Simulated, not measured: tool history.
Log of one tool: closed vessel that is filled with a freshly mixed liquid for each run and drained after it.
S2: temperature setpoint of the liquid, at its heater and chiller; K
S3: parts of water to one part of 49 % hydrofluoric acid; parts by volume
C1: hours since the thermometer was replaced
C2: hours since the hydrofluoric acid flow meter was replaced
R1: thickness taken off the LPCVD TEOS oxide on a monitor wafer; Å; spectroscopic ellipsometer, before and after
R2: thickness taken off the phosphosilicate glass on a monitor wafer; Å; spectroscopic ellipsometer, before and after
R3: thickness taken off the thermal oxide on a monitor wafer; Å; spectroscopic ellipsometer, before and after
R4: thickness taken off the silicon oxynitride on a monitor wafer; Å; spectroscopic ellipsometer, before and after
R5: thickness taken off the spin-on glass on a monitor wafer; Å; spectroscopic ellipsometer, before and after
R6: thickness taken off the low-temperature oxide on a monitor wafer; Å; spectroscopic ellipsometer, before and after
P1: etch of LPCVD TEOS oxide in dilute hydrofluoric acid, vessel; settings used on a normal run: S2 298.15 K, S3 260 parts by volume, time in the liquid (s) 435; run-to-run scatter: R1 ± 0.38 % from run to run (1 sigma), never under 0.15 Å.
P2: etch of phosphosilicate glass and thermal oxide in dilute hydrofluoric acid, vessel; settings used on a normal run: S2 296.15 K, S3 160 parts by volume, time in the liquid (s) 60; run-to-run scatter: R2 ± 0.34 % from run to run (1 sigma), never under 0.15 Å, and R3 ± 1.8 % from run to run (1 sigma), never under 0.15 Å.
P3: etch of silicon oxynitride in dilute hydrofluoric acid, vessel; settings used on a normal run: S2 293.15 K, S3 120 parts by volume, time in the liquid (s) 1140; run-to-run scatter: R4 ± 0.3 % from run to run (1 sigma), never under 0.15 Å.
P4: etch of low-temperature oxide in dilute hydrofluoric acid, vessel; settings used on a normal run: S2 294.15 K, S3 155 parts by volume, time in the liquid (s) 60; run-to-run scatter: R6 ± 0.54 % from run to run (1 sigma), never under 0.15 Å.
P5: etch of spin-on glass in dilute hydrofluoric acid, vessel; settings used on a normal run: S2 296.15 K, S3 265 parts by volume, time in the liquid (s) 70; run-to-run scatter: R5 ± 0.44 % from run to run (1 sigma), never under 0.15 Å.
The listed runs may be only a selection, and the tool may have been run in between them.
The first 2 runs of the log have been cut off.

run 3 hour=28.5 | process_that_ran=P2 S2=303.65 S3=160 time_in_the_liquid_(s)=60 | C1=134.2 C2=779.0 | R2=421.25 R3=20.009
run 4 hour=40.4 | process_that_ran=P1 S2=298.15 S3=260 time_in_the_liquid_(s)=435 | C1=146.1 C2=790.9 | R1=433.070
run 5 hour=50.8 | process_that_ran=P1 S2=298.15 S3=260 time_in_the_liquid_(s)=435 | C1=156.5 C2=801.3 | R1=433.250
run 6 hour=60.3 | process_that_ran=P1 S2=303.15 S3=260 time_in_the_liquid_(s)=150 | C1=166.0 C2=810.8 | R1=177.170
run 7 hour=71.0 | process_that_ran=P3 S2=293.15 S3=120 time_in_the_liquid_(s)=1140 | C1=176.7 C2=821.5 | R4=345.99
run 8 hour=81.1 | process_that_ran=P5 S2=296.15 S3=265 time_in_the_liquid_(s)=70 | C1=186.8 C2=831.6 | R5=82.90
run 9 hour=93.9 | process_that_ran=P1 S2=298.15 S3=260 time_in_the_liquid_(s)=435 | C1=199.6 C2=844.4 | R1=432.910
run 10 hour=101.4 | process_that_ran=P4 S2=294.15 S3=80 time_in_the_liquid_(s)=60 | C1=207.1 C2=851.9 | R6=111.010
run 11 hour=109.7 | process_that_ran=P4 S2=294.15 S3=155 time_in_the_liquid_(s)=60 | C1=215.4 C2=860.2 | R6=52.707
run 12 hour=118.1 | process_that_ran=P2 S2=296.15 S3=160 time_in_the_liquid_(s)=60 | C1=223.8 C2=868.6 | R2=320.96 R3=14.988
run 13 hour=131.9 | process_that_ran=P1 S2=298.15 S3=390 time_in_the_liquid_(s)=75 | C1=237.6 C2=882.4 | R1=43.415
run 14 hour=143.6 | process_that_ran=P5 S2=302.15 S3=265 time_in_the_liquid_(s)=70 | C1=249.3 C2=894.1 | R5=103.38
run 15 hour=151.3 | process_that_ran=P1 S2=303.65 S3=260 time_in_the_liquid_(s)=435 | C1=257.0 C2=901.8 | R1=521.900
run 16 hour=162.7 | process_that_ran=P1 S2=298.15 S3=435 time_in_the_liquid_(s)=435 | C1=268.4 C2=913.2 | R1=218.230
run 17 hour=170.4 | process_that_ran=P1 S2=298.15 S3=260 time_in_the_liquid_(s)=435 | C1=276.1 C2=920.9 | R1=431.340
run 18 hour=178.4 | process_that_ran=P1 S2=298.15 S3=260 time_in_the_liquid_(s)=435 | C1=284.1 C2=928.9 | R1=434.500
run 19 hour=187.2 | process_that_ran=P3 S2=293.15 S3=120 time_in_the_liquid_(s)=2185 | C1=292.9 C2=937.7 | R4=658.46
run 20 hour=196.1 | process_that_ran=P4 S2=294.15 S3=155 time_in_the_liquid_(s)=105 | C1=301.8 C2=946.6 | R6=91.939
run 21 hour=203.8 | process_that_ran=P1 S2=298.15 S3=260 time_in_the_liquid_(s)=220 | C1=309.5 C2=954.3 | R1=217.030
run 22 hour=215.8 | process_that_ran=P3 S2=293.15 S3=120 time_in_the_liquid_(s)=1140 | C1=321.5 C2=966.3 | R4=345.18

Run 23, settings as shown, results not yet in. Your forecast:
run 23 hour=228.7 | process_that_ran=P1 S2=298.15 S3=260 time_in_the_liquid_(s)=435 | C1=334.4 C2=979.2 | R1=?

{"run 23": {"R1": 433.62}}
